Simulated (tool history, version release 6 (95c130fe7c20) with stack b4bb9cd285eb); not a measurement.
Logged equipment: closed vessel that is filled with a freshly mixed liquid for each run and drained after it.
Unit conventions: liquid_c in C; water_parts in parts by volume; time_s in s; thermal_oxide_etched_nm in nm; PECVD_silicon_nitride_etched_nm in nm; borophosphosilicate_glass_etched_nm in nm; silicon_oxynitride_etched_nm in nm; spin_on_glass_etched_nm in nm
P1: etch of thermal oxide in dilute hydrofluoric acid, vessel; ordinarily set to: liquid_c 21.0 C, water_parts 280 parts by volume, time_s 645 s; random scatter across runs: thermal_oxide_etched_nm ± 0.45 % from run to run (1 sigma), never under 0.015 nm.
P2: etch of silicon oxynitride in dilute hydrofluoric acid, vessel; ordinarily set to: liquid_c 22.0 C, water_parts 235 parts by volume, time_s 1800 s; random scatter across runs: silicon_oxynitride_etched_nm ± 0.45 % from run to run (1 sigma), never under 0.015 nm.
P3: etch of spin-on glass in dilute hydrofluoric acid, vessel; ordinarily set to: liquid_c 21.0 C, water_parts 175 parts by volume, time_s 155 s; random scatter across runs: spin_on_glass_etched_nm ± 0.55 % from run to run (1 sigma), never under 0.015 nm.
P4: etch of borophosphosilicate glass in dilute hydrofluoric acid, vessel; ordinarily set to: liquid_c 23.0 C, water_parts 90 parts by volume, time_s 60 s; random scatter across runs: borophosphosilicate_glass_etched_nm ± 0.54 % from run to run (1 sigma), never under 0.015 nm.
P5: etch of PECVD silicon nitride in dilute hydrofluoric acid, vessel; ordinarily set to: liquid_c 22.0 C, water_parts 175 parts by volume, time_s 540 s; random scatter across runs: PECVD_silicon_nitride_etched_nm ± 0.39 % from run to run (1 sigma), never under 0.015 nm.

| run | hour | process | liquid_c | water_parts | time_s | hours since the thermometer was replaced | hours since the hydrofluoric acid flow meter was replaced | thermal_oxide_etched_nm | PECVD_silicon_nitride_etched_nm | borophosphosilicate_glass_etched_nm | silicon_oxynitride_etched_nm | spin_on_glass_etched_nm |
|---|---|---|---|---|---|---|---|---|---|---|---|---|
| 1 | 3.8 | P1 | 21.0 | 280 | 645 | 255.5 | 214.8 | 7.70130 |  |  |  |  |
| 2 | 7.0 | P1 | 21.0 | 280 | 645 | 258.7 | 218.0 | 7.66000 |  |  |  |  |
| 3 | 9.6 | P5 | 29.0 | 175 | 540 | 261.3 | 220.6 |  | 9.9708 |  |  |  |
| 4 | 12.1 | P4 | 23.0 | 155 | 60 | 263.8 | 223.1 |  |  | 19.073 |  |  |
| 5 | 16.2 | P1 | 26.5 | 280 | 645 | 267.9 | 227.2 | 9.43890 |  |  |  |  |
| 6 | 18.2 | P2 | 22.0 | 235 | 3000 | 269.9 | 229.2 |  |  |  | 21.0810 |  |
| 7 | 20.3 | P5 | 22.0 | 175 | 540 | 272.0 | 231.3 |  | 6.5204 |  |  |  |
| 8 | 23.3 | P2 | 27.5 | 235 | 1800 | 275.0 | 234.3 |  |  |  | 15.9750 |  |
| 9 | 26.8 | P3 | 21.0 | 175 | 300 | 278.5 | 237.8 |  |  |  |  | 94.298 |
| 10 | 30.1 | P1 | 21.0 | 280 | 60 | 281.8 | 241.1 | 0.73764 |  |  |  |  |
| 11 | 32.3 | P1 | 21.0 | 280 | 1180 | 284.0 | 243.3 | 14.01800 |  |  |  |  |
| 12 | 34.9 | P1 | 25.5 | 175 | 645 | 286.6 | 245.9 | 16.20700 |  |  |  |  |
| 13 | 38.1 | P2 | 22.0 | 235 | 1800 | 289.8 | 249.1 |  |  |  | 12.5230 |  |
| 14 | 41.3 | P3 | 21.0 | 175 | 155 | 293.0 | 252.3 |  |  |  |  | 48.981 |
| 15 | 43.4 | P1 | 21.0 | 460 | 645 | 295.1 | 254.4 | 4.02480 |  |  |  |  |
| 16 | 47.3 | P2 | 22.0 | 415 | 1800 | 299.0 | 258.3 |  |  |  | 6.3009 |  |
| 17 | 51.0 | P1 | 21.0 | 280 | 645 | 302.7 | 262.0 | 7.78700 |  |  |  |  |
| 18 | 54.5 | P1 | 21.0 | 280 | 645 | 306.2 | 265.5 | 7.72380 |  |  |  |  |
| 19 | 58.2 | P2 | 22.0 | 235 | 1800 | 309.9 | 269.2 |  |  |  | 12.5350 |  |
| 20 | 62.5 | P4 | 23.0 | 90 | 60 | 314.2 | 273.5 |  |  | 35.431 |  |  |
| 21 | 66.9 | P4 | 28.5 | 90 | 60 | 318.6 | 277.9 |  |  | 44.199 |  |  |
| 22 | 71.0 | P4 | 23.0 | 90 | 60 | 322.7 | 282.0 |  |  | 34.980 |  |  |
| 23 | 73.1 | P1 | 21.0 | 280 | 645 | 324.8 | 284.1 | 7.75730 |  |  |  |  |
| 24 | 76.8 | P5 | 22.0 | 305 | 540 | 328.5 | 287.8 |  | 3.7431 |  |  |  |
| 25 | 78.7 | P1 | 21.0 | 280 | 645 | 330.4 | 289.7 | 7.71080 |  |  |  |  |
| 26 | 80.9 | P1 | 17.0 | 280 | 645 | 332.6 | 291.9 | 6.61740 |  |  |  |  |
| 27 | 85.3 | P4 | 23.0 | 90 | 30 | 337.0 | 296.3 |  |  | 17.770 |  |  |
| 28 | 89.5 | P1 | 21.0 | 50 | 645 | 341.2 | 300.5 | 55.43800 |  |  |  |  |
| 29 | 92.5 | P3 | 21.0 | 315 | 155 | 344.2 | 303.5 |  |  |  |  | 23.753 |
| 30 | 94.8 | P3 | 21.0 | 175 | 155 | 346.5 | 305.8 |  |  |  |  | 48.558 |
| 31 | 98.6 | P1 | 28.5 | 160 | 645 | 350.3 | 309.6 | 20.11600 |  |  |  |  |
| 32 | 102.2 | P5 | 22.0 | 175 | 900 | 353.9 | 313.2 |  | 10.7620 |  |  |  |
| 33 | 104.7 | P3 | 17.0 | 175 | 155 | 356.4 | 315.7 |  |  |  |  | 41.624 |
| 34 | 108.9 | P1 | 21.0 | 280 | 645 | 360.6 | 319.9 | 7.71780 |  |  |  |  |
| 35 | 112.1 | P1 | 21.0 | 280 | 645 | 363.8 | 323.1 | 7.67710 |  |  |  |  |
| 36 | 116.0 | P1 | 21.0 | 280 | 645 | 367.7 | 327.0 | 7.45460 |  |  |  |  |
| 37 | 119.2 | P1 | 21.0 | 280 | 645 | 370.9 | 330.2 | 7.25530 |  |  |  |  |
| 38 | 122.0 | P1 | 21.0 | 280 | 645 | 373.7 | 333.0 | 7.22940 |  |  |  |  |
| 39 | 125.9 | P1 | 21.0 | 280 | 645 | 377.6 | 336.9 | 7.21160 |  |  |  |  |
| 40 | 128.5 | P1 | 21.0 | 280 | 645 | 380.2 | 339.5 | 7.24610 |  |  |  |  |
| 41 | 132.2 | P1 | 21.0 | 280 | 645 | 383.9 | 343.2 | 7.15420 |  |  |  |  |

The output of P1 has drifted from where it used to be. Each of the 2 causes below, taken at the size shown beside it, accounts for the log equally well:
A: liquid colder than its thermometer reads (K) = 1.86
B: hydrofluoric acid flow below the setpoint (%) = 5.26
At approximately hour 112.1, the process output began to creep.

Listed below are the offered check runs, one wafer per run, with question marks in place of results. For which of them would the causes give clearly different outcomes?
| check 1 | 135.9 | P2 | 22.0 | 405 | 1800 |  |  |  |  |  | ? |  |
| check 2 | 135.9 | P3 | 21.0 | 230 | 280 |  |  |  |  |  |  | ? |
| check 3 | 135.9 | P4 | 23.0 | 150 | 60 |  |  |  |  | ? |  |  |
| check 4 | 135.9 | P5 | 25.5 | 260 | 540 |  |  |  | ? |  |  |  |

Expected result of each check under each candidate cause:
| check | result | if A | if B |
|---|---|---|---|
| check 1 | silicon_oxynitride_etched_nm | 6.0607 | 6.1258 |
| check 2 | spin_on_glass_etched_nm | 59.214 | 59.460 |
| check 3 | borophosphosilicate_glass_etched_nm | 18.402 | 18.572 |
| check 4 | PECVD_silicon_nitride_etched_nm | 4.8417 | 5.1433 |
How far apart the two closest causes lie, in the result that separates them most: check 1 1.07 %; check 2 0.41 %; check 3 0.92 %; check 4 6.04 %
Only in check 4 would the causes give clearly different results; in the remaining checks their results would be nearly the same.

Running check 4 produced the following: PECVD_silicon_nitride_etched_nm 5.1443 nm. Which one of the listed causes fits?

The cause is B: hydrofluoric acid flow below the setpoint (%).
